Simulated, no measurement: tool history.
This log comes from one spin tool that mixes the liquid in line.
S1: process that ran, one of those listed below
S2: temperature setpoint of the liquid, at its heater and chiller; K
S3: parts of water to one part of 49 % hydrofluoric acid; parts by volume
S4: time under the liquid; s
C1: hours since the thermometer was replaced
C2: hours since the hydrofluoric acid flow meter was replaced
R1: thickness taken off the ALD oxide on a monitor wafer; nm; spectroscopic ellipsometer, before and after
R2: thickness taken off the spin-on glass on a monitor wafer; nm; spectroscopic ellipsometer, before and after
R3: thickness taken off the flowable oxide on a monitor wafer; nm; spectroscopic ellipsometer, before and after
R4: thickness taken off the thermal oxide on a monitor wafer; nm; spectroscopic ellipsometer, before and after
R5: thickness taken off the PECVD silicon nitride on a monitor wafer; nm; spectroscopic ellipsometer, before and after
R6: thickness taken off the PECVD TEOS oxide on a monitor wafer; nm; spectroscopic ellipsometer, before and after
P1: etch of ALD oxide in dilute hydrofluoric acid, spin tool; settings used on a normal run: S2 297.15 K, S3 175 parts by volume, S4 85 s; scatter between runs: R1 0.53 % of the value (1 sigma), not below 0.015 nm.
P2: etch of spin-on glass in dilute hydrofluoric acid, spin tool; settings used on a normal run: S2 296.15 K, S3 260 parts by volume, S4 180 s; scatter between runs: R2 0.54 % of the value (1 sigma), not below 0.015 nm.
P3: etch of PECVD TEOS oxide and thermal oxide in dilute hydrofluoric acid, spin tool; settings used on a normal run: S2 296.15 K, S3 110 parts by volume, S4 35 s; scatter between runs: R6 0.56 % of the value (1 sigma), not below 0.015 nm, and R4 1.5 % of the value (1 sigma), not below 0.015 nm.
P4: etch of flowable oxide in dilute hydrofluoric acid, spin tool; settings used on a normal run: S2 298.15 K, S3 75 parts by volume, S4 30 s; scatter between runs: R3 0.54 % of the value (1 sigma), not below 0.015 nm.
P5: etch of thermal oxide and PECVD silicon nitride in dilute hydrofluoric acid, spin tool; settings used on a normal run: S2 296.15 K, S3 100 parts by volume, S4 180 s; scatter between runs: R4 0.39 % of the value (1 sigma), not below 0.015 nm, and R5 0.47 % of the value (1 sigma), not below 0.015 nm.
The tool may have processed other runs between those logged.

run	hour	S1	S2	S3	S4	C1	C2	R1	R2	R3	R4	R5	R6
1	7.4	P1	297.15	175	85	155.3	1117	7.7831					
2	14	P2	296.15	390	180	161.9	1123.6		10.869				
3	26.5	P4	298.15	75	45	174.4	1136.1			20.697			
4	34.6	P1	297.15	175	85	182.5	1144.2	7.7271					
5	40.8	P5	296.15	100	295	188.7	1150.4				13.164	12.626	
6	48.7	P4	298.15	75	30	196.6	1158.3			13.847			
7	58.8	P4	291.15	75	30	206.7	1168.4			10.402			
8	64.4	P1	293.15	175	25	212.3	1174	1.9768					
9	73.9	P1	297.15	175	15	221.8	1183.5	1.3531					
10	81.2	P3	296.15	110	50	229.1	1190.8				2.0936		8.952
11	90.4	P2	296.15	260	260	238.3	1200		26.193				
12	100.7	P5	296.15	140	180	248.6	1210.3				5.545	5.531	
13	110.8	P1	297.15	55	85	258.7	1220.4	28.57					
14	122	P1	290.15	175	85	269.9	1231.6	5.8946					
15	131.5	P5	290.15	100	180	279.4	1241.1				6.2604	5.0625	
16	138	P5	296.15	100	180	285.9	1247.6				8.0426	7.6531	
17	149.8	P1	302.15	175	85	297.7	1259.4	9.391					
18	155.8	P3	296.15	110	35	303.7	1265.4				1.4746		6.2376
19	161.9	P1	297.15	175	85	309.8	1271.5	7.7215					
20	171.9	P1	297.15	175	125	319.8	1281.5	11.505					
21	181.2	P2	291.15	260	180	329.1	1290.8		15.318				
22	191.5	P3	296.15	200	35	339.4	1301.1				0.71923		3.1424
23	202.2	P2	296.15	260	180	350.1	1311.8		18.384				
24	209.3	P4	298.15	40	30	357.2	1318.9			26.987			
25	216.7	P1	297.15	295	85	364.6	1326.3	4.0133					
26	223.2	P5	296.15	100	180	371.1	1332.8				8.0251	7.6236	
27	235.3	P1	297.15	175	85	383.2	1344.9	7.7486					
28	242.8	P1	297.15	175	85	390.7	1352.4	7.7664					
29	249.7	P1	297.15	175	85	397.6	1359.3	7.725					
30	262.4	P3	301.65	110	35	410.3	1372				1.8007		7.7971
31	274.8	P1	297.15	175	85	422.7	1384.4	7.7933					
32	287.4	P1	297.15	175	85	435.3	1397	8.1553					
33	297.4	P1	297.15	175	85	445.3	1407	8.292					
34	310.1	P1	297.15	175	85	458	1419.7	8.3907					
35	319.7	P1	297.15	175	85	467.6	1429.3	8.5529					
36	327.6	P1	297.15	175	85	475.5	1437.2	8.4819					
37	339.3	P1	297.15	175	85	487.2	1448.9	8.4011					

What P1 gives has crept off from where it sat before. The 2 causes that follow fit the log equally well, each at the size noted:
A: hydrofluoric acid flow above the setpoint (%) = 7.67
B: liquid hotter than its thermometer reads (K) = 2.37
The creep began at about hour 274.8.

Which of the 4 check runs listed below separates the causes, so that each cause would produce a clearly different result? Each run uses one wafer, and its results are marked with question marks.
check 1	351	P4	298.15	75	30					?			
check 2	351	P3	296.15	110	35						?		?
check 3	351	P2	296.15	260	180				?				
check 4	351	P5	296.15	100	180						?	?	

Outcome of each check run for each possible cause:
check	result	if A	if B
check 1	R3	14.994	15.191
check 2	R4	1.5789	1.5944
check 2	R6	6.848	6.9154
check 3	R2	20.061	19.896
check 4	R4	8.7262	8.8253
check 4	R5	8.2336	8.9485
Per-check spread between the two closest causes, in the result where they differ most: check 1 1.3 %; check 2 0.98 %; check 3 0.82 %; check 4 8.33 %
Check 4 tells the causes apart: in the others they would give nearly the same result.

Running check 4 produced the following: R4 8.8306 nm; R5 8.98 nm. Which one of the listed causes fits?

It was cause B: liquid hotter than its thermometer reads (K).

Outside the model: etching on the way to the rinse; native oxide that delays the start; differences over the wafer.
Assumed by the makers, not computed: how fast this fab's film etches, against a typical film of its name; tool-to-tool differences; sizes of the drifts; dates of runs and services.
